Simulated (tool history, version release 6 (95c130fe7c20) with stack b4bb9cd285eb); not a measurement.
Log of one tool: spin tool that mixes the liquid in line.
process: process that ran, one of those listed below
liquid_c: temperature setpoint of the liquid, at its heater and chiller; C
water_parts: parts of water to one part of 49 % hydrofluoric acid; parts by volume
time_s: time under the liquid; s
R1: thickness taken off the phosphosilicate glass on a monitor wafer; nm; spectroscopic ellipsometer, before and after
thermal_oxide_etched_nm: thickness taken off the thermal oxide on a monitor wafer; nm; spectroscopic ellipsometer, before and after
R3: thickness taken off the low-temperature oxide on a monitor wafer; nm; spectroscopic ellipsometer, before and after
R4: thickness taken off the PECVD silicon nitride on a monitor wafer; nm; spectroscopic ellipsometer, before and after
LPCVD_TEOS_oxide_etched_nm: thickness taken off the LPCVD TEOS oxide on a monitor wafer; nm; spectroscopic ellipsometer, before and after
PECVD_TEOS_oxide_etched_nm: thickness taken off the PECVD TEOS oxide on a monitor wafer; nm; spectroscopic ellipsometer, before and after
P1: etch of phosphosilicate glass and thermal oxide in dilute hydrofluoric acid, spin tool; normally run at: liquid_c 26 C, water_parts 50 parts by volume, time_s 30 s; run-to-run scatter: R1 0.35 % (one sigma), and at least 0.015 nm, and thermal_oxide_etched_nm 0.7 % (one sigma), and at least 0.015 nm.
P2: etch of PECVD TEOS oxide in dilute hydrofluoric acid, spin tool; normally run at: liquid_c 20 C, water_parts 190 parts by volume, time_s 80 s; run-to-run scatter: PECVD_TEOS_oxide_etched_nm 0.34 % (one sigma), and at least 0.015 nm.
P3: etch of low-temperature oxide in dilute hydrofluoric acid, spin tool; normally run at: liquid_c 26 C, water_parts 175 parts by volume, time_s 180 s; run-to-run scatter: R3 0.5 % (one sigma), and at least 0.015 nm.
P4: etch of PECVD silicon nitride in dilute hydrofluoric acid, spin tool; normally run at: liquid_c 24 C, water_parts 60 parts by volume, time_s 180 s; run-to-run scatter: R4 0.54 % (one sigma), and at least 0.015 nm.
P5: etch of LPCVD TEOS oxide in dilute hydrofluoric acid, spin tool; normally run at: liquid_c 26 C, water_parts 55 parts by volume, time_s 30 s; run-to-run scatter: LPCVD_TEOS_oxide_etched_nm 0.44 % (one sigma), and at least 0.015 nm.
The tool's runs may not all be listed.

Run 1, day 0.612: process P1, liquid_c 26 C, water_parts 50 parts by volume, time_s 30 s. Result: R1 49.649 nm, thermal_oxide_etched_nm 3.4019 nm.
Run 2, day 1.092: process P3, liquid_c 26 C, water_parts 175 parts by volume, time_s 180 s. Result: R3 19.387 nm.
Run 3, day 1.779: process P1, liquid_c 26 C, water_parts 50 parts by volume, time_s 50 s. Result: R1 82.493 nm, thermal_oxide_etched_nm 5.6986 nm.
Run 4, day 2.267: process P4, liquid_c 24 C, water_parts 100 parts by volume, time_s 180 s. Result: R4 3.209 nm.
Run 5, day 2.754: process P1, liquid_c 18.5 C, water_parts 50 parts by volume, time_s 30 s. Result: R1 36.048 nm, thermal_oxide_etched_nm 2.5112 nm.
Run 6, day 3.471: process P1, liquid_c 26 C, water_parts 20 parts by volume, time_s 30 s. Result: R1 129.09 nm, thermal_oxide_etched_nm 8.8842 nm.
Run 7, day 4.133: process P3, liquid_c 26 C, water_parts 175 parts by volume, time_s 180 s. Result: R3 19.727 nm.
Run 8, day 4.604: process P5, liquid_c 26 C, water_parts 80 parts by volume, time_s 30 s. Result: LPCVD_TEOS_oxide_etched_nm 23.584 nm.
Run 9, day 5.125: process P1, liquid_c 26 C, water_parts 50 parts by volume, time_s 15 s. Result: R1 24.622 nm, thermal_oxide_etched_nm 1.6983 nm.
Run 10, day 5.538: process P3, liquid_c 26 C, water_parts 175 parts by volume, time_s 270 s. Result: R3 29.404 nm.
Run 11, day 6.142: process P3, liquid_c 18 C, water_parts 175 parts by volume, time_s 180 s. Result: R3 14.263 nm.
Run 12, day 6.683: process P4, liquid_c 29.5 C, water_parts 60 parts by volume, time_s 180 s. Result: R4 7.5628 nm.
At day 7.042: thermometer replaced.
Run 13, day 7.242: process P1, liquid_c 26 C, water_parts 50 parts by volume, time_s 30 s. Result: R1 49.527 nm, thermal_oxide_etched_nm 3.4341 nm.
Run 14, day 7.65: process P1, liquid_c 26 C, water_parts 50 parts by volume, time_s 30 s. Result: R1 49.248 nm, thermal_oxide_etched_nm 3.3741 nm.
Run 15, day 8.075: process P1, liquid_c 26 C, water_parts 85 parts by volume, time_s 30 s. Result: R1 27.759 nm, thermal_oxide_etched_nm 1.8984 nm.
Run 16, day 8.467: process P2, liquid_c 20 C, water_parts 190 parts by volume, time_s 120 s. Result: PECVD_TEOS_oxide_etched_nm 11.741 nm.
Run 17, day 9.108: process P5, liquid_c 26 C, water_parts 55 parts by volume, time_s 15 s. Result: LPCVD_TEOS_oxide_etched_nm 17.749 nm.
Run 18, day 9.462: process P4, liquid_c 24 C, water_parts 60 parts by volume, time_s 180 s. Result: R4 5.2874 nm.
Run 19, day 9.858: process P1, liquid_c 26 C, water_parts 50 parts by volume, time_s 30 s. Result: R1 49.567 nm, thermal_oxide_etched_nm 3.3623 nm.
Run 20, day 10.475: process P2, liquid_c 20 C, water_parts 190 parts by volume, time_s 80 s. Result: PECVD_TEOS_oxide_etched_nm 7.8358 nm.
Run 21, day 10.942: process P3, liquid_c 26 C, water_parts 65 parts by volume, time_s 180 s. Result: R3 60.134 nm.
Run 22, day 11.412: process P2, liquid_c 20 C, water_parts 95 parts by volume, time_s 80 s. Result: PECVD_TEOS_oxide_etched_nm 17.371 nm.
Run 23, day 11.933: process P2, liquid_c 26 C, water_parts 190 parts by volume, time_s 80 s. Result: PECVD_TEOS_oxide_etched_nm 9.788 nm.
Run 24, day 12.646: process P1, liquid_c 31 C, water_parts 50 parts by volume, time_s 15 s. Result: R1 30.127 nm, thermal_oxide_etched_nm 2.0451 nm.
Run 25, day 13.121: process P5, liquid_c 19 C, water_parts 55 parts by volume, time_s 30 s. Result: LPCVD_TEOS_oxide_etched_nm 26.685 nm.
Run 26, day 13.567: process P1, liquid_c 29.5 C, water_parts 70 parts by volume, time_s 30 s. Result: R1 39.16 nm, thermal_oxide_etched_nm 2.6776 nm.
Run 27, day 14.138: process P4, liquid_c 24 C, water_parts 60 parts by volume, time_s 315 s. Result: R4 9.2629 nm.
Run 28, day 14.504: process P1, liquid_c 26 C, water_parts 50 parts by volume, time_s 30 s. Result: R1 49.493 nm, thermal_oxide_etched_nm 3.3978 nm.
Run 29, day 15.012: process P1, liquid_c 20.5 C, water_parts 80 parts by volume, time_s 30 s. Result: R1 23.845 nm, thermal_oxide_etched_nm 1.6537 nm.
Run 30, day 15.633: process P2, liquid_c 20 C, water_parts 190 parts by volume, time_s 80 s. Result: PECVD_TEOS_oxide_etched_nm 7.8229 nm.
Run 31, day 16.158: process P1, liquid_c 32.5 C, water_parts 50 parts by volume, time_s 30 s. Result: R1 63.886 nm, thermal_oxide_etched_nm 4.3678 nm.
Run 32, day 16.817: process P5, liquid_c 26 C, water_parts 55 parts by volume, time_s 30 s. Result: LPCVD_TEOS_oxide_etched_nm 35.282 nm.
Run 33, day 17.529: process P1, liquid_c 26 C, water_parts 50 parts by volume, time_s 30 s. Result: R1 49.526 nm, thermal_oxide_etched_nm 3.4223 nm.
Run 34, day 18.254: process P1, liquid_c 26 C, water_parts 50 parts by volume, time_s 30 s. Result: R1 48.151 nm, thermal_oxide_etched_nm 3.3212 nm.
Run 35, day 18.792: process P1, liquid_c 26 C, water_parts 50 parts by volume, time_s 30 s. Result: R1 47.562 nm, thermal_oxide_etched_nm 3.2526 nm.
Run 36, day 19.479: process P1, liquid_c 26 C, water_parts 50 parts by volume, time_s 30 s. Result: R1 47.135 nm, thermal_oxide_etched_nm 3.2639 nm.
Run 37, day 20.142: process P1, liquid_c 26 C, water_parts 50 parts by volume, time_s 30 s. Result: R1 46.73 nm, thermal_oxide_etched_nm 3.2295 nm.
Run 38, day 20.6: process P1, liquid_c 26 C, water_parts 50 parts by volume, time_s 30 s. Result: R1 46.634 nm, thermal_oxide_etched_nm 3.1517 nm.
Run 39, day 21.142: process P1, liquid_c 26 C, water_parts 50 parts by volume, time_s 30 s. Result: R1 46.492 nm, thermal_oxide_etched_nm 3.2188 nm.
Run 40, day 21.825: process P1, liquid_c 26 C, water_parts 50 parts by volume, time_s 30 s. Result: R1 46.469 nm, thermal_oxide_etched_nm 3.2058 nm.
Run 41, day 22.554: process P1, liquid_c 26 C, water_parts 50 parts by volume, time_s 30 s. Result: R1 46.593 nm, thermal_oxide_etched_nm 3.242 nm.

Run 42 comes next. What will it give?
Run 42, day 23.008: process P1, liquid_c 26 C, water_parts 50 parts by volume, time_s 30 s. Result: R1 ?, thermal_oxide_etched_nm ?.

R1: 46.123 nm
thermal_oxide_etched_nm: 3.1589 nm
